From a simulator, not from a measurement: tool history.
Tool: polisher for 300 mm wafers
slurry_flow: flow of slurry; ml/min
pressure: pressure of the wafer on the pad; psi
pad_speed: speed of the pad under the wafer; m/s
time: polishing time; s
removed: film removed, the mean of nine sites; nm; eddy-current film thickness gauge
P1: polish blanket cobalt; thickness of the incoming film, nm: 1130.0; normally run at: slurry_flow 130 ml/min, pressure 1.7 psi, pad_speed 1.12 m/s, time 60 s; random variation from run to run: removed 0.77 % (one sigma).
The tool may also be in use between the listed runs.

run	hour	slurry_flow	pressure	pad_speed	time	removed
1	3.8	130	1.7	1.12	60	249.73
2	10.1	130	1.7	1.12	60	250.82
3	18.4	130	1.7	1.12	27	111.68
# hour 20.4: slurry nozzle cleaned
4	24.9	130	1.7	1.12	60	250.09
5	28.6	130	1.7	1.12	60	250.17
6	36.4	130	1.7	1.12	60	249.49
7	41.7	130	1.7	1.12	60	251.22
8	47.2	130	1.1	1.12	60	162.78
9	52.0	130	2.6	1.12	60	380.80
# hour 55.7: head pressure recalibrated
10	55.8	185	1.7	1.12	40	174.60
11	61.6	80	1.7	1.12	60	222.76
12	67.8	180	1.7	1.12	60	264.50
13	73.2	130	1.7	1.60	60	354.87
14	80.7	130	1.7	0.50	60	111.17
15	87.2	130	1.7	1.12	94	395.09

The next listed run, before its measurement:
16	95.6	130	1.7	1.12	60	?

{"run 16": {"removed": 251.08}}
